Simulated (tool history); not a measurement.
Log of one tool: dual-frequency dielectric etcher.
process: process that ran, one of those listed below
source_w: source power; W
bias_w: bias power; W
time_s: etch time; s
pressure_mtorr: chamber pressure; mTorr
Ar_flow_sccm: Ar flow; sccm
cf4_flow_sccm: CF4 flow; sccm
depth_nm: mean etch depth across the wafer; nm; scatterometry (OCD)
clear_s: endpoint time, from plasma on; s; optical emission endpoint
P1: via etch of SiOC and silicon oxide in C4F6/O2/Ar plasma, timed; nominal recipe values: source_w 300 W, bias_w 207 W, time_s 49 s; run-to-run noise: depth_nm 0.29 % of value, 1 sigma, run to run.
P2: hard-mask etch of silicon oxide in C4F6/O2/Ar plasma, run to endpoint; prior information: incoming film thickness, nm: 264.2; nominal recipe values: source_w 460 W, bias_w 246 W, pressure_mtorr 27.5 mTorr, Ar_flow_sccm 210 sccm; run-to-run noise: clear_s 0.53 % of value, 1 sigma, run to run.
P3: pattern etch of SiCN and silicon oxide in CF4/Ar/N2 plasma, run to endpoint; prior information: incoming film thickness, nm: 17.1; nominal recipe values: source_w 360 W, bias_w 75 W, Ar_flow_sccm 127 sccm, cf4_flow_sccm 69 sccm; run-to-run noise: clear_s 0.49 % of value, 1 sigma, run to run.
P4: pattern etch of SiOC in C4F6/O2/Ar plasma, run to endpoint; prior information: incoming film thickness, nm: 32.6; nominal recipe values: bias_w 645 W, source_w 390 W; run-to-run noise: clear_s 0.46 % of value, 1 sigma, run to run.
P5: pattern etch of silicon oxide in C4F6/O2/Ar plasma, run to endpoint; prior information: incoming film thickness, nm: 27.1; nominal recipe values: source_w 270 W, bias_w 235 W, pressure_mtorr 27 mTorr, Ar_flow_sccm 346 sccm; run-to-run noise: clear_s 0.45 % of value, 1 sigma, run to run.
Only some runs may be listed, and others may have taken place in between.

run     day  process  source_w  bias_w  time_s  pressure_mtorr  Ar_flow_sccm  cf4_flow_sccm  hours since the last wet clean  hours since the last source power generator calibration  hours since the last bias power generator calibration  depth_nm  clear_s
  1     0.5       P1       300     207      49                                                                         53.5                                                   2157.7                                                 1365.1    53.954
  2   1.133       P5       270     235                    33.5           346                                           68.7                                                   2172.9                                                 1380.3             9.5684
  3   1.646       P2       460     192                    27.5           210                                             81                                                   2185.2                                                 1392.6             75.588
  4   2.271       P3       360      75                                    78             69                              96                                                   2200.2                                                 1407.6             23.346
  5   2.671       P1       300     207      35                                                                        105.6                                                   2209.8                                                 1417.2     38.15
  6   3.058       P1       300     207      49                                                                        114.9                                                   2219.1                                                 1426.5    53.927
  7   3.588       P5       270     235                      27           346                                          127.6                                                   2231.8                                                 1439.2             9.3106
  8   4.067       P4       300     645                                                                                139.1                                                   2243.3                                                 1450.7             11.413
  9   4.771       P2       640     246                    27.5           210                                            156                                                   2260.2                                                 1467.6             60.939
 10   5.508       P1       420     145      49                                                                        173.7                                                   2277.9                                                 1485.3    54.483
 11   6.183       P1       370     207      49                                                                        189.9                                                   2294.1                                                 1501.5    58.207
 12   6.546       P4       390     645                                                                                198.6                                                   2302.8                                                 1510.2             10.301
 13   7.304       P3       270      75                                   127             69                           216.8                                                     2321                                                 1528.4             32.262
 14   7.925       P5       270     309                      27           346                                          231.7                                                   2335.9                                                 1543.3             8.4669
 15   8.612       P1       300     259    38.5                                                                        248.2                                                   2352.4                                                 1559.8    45.726
 16   9.229       P1       220     207      49                                                                          263                                                   2367.2                                                 1574.6    47.858
 17   9.942       P1       300     207      49                                                                        280.1                                                   2384.3                                                 1591.7    53.663
 18    10.4       P3       360      75                                   127             51                           291.1                                                   2395.3                                                 1602.7             26.301
 19  11.088       P3       360      75                                   127             69                           307.6                                                   2411.8                                                 1619.2             25.058
 20  11.788       P1       300     207      49                                                                        324.4                                                   2428.6                                                   1636    53.918
 21  12.317       P2       460     246                      39           210                                          337.1                                                   2441.3                                                 1648.7             72.113
 22  12.846       P1       300     207      49                                                                        349.8                                                     2454                                                 1661.4    53.965
 23  13.454       P5       180     235                      27           346                                          364.4                                                   2468.6                                                   1676             10.853
 24  14.104       P2       460     246                    27.5           210                                            380                                                   2484.2                                                 1691.6             68.689
 25  14.729       P3       360      44                                   127             69                             395                                                   2499.2                                                 1706.6             30.197
 26  15.179       P1       300     290      49                                                                        405.8                                                     2510                                                 1717.4    60.487
 27  15.925       P1       300     167      49                                                                        423.7                                                   2527.9                                                 1735.3    50.344
 28  16.379       P1       300     287    62.5                                                                        434.6                                                   2538.8                                                 1746.2    76.825
 29  16.975       P4       390     645                                                                                448.9                                                   2553.1                                                 1760.5             10.342
 30  17.696       P5       270     235                      27           439                                          466.2                                                   2570.4                                                 1777.8             9.5774
 31  18.033       P1       300     207    60.5                                                                        474.3                                                   2578.5                                                 1785.9    66.281
 32  18.512       P4       390     913                                                                                485.8                                                     2590                                                 1797.4              9.014
 33  19.246       P1       300     207      49                                                                        503.4                                                   2607.6                                                   1815    54.038
 34  19.592       P2       460     246                    27.5           153                                          511.7                                                   2615.9                                                 1823.3             66.808
 35  20.042       P3       360      75                                   127             69                           522.5                                                   2626.7                                                 1834.1             25.315
 36  20.379       P1       300     207      49                                                                        530.6                                                   2634.8                                                 1842.2    53.855
 37  20.817       P1       300     207      49                                                                        541.1                                                   2645.3                                                 1852.7    53.602
 38   21.25       P1       300     207      49                                                                        551.5                                                   2655.7                                                 1863.1    53.469
 39  21.779       P1       300     207      49                                                                        564.2                                                   2668.4                                                 1875.8    53.093
 40  22.321       P1       300     207      49                                                                        577.2                                                   2681.4                                                 1888.8    53.056
     22.583  -- wet clean of the chamber
 41   22.95       P1       300     207      49                                                                          8.8                                                   2696.5                                                 1903.9    53.226
 42  23.542       P1       300     207      49                                                                           23                                                   2710.7                                                 1918.1     53.26
 43  23.921       P1       300     207      49                                                                         32.1                                                   2719.8                                                 1927.2    53.164

What P1 gives has crept away from where it was. These 2 causes fit the log equally well, each at the size given:
A: source power that arrives under what is set, % = 4.01
B: bias power that arrives under what is set, % = 4.54
The onset of the drift is placed at about day 20.379.
Each remaining cause and why it is not a fit:
chamber walls in a state that lowers the etch rate, %: serviced at day 22.583, after the change had begun; the process did not return to its earlier output

Each of the check runs listed below is run on 3 wafers and reports their average, with the results left as question marks. Pick the one under which the possible causes would lead to clearly different results.
check 1  24.3       P3       360      52                                   127             69                                                                                                                                                                  ?
check 2  24.3       P4       320     859                                                                                                                                                                                                                       ?
check 3  24.3       P2       640     246                    27.5           210                                                                                                                                                                                 ?
check 4  24.3       P5       190     235                      27           346                                                                                                                                                                                 ?

Predicted outcomes, by check and by cause:
  check   result    if A    if B
check 1  clear_s  29.589  28.981
check 2  clear_s   10.07   10.11
check 3  clear_s  61.607  61.563
check 4  clear_s  10.817  10.825
Smallest distance between any two causes, each pair judged by its most separating result, in per cent: check 1 2.08 %; check 2 0.4 %; check 3 0.07 %; check 4 0.07 %
Check 1 is the one run that separates the causes; every other check would come out nearly the same whichever cause is at work.

Check 1 was carried out, with these results: clear_s 28.899 s. Which of the listed causes is responsible?

Of the candidate causes, it is B: bias power that arrives under what is set, %.
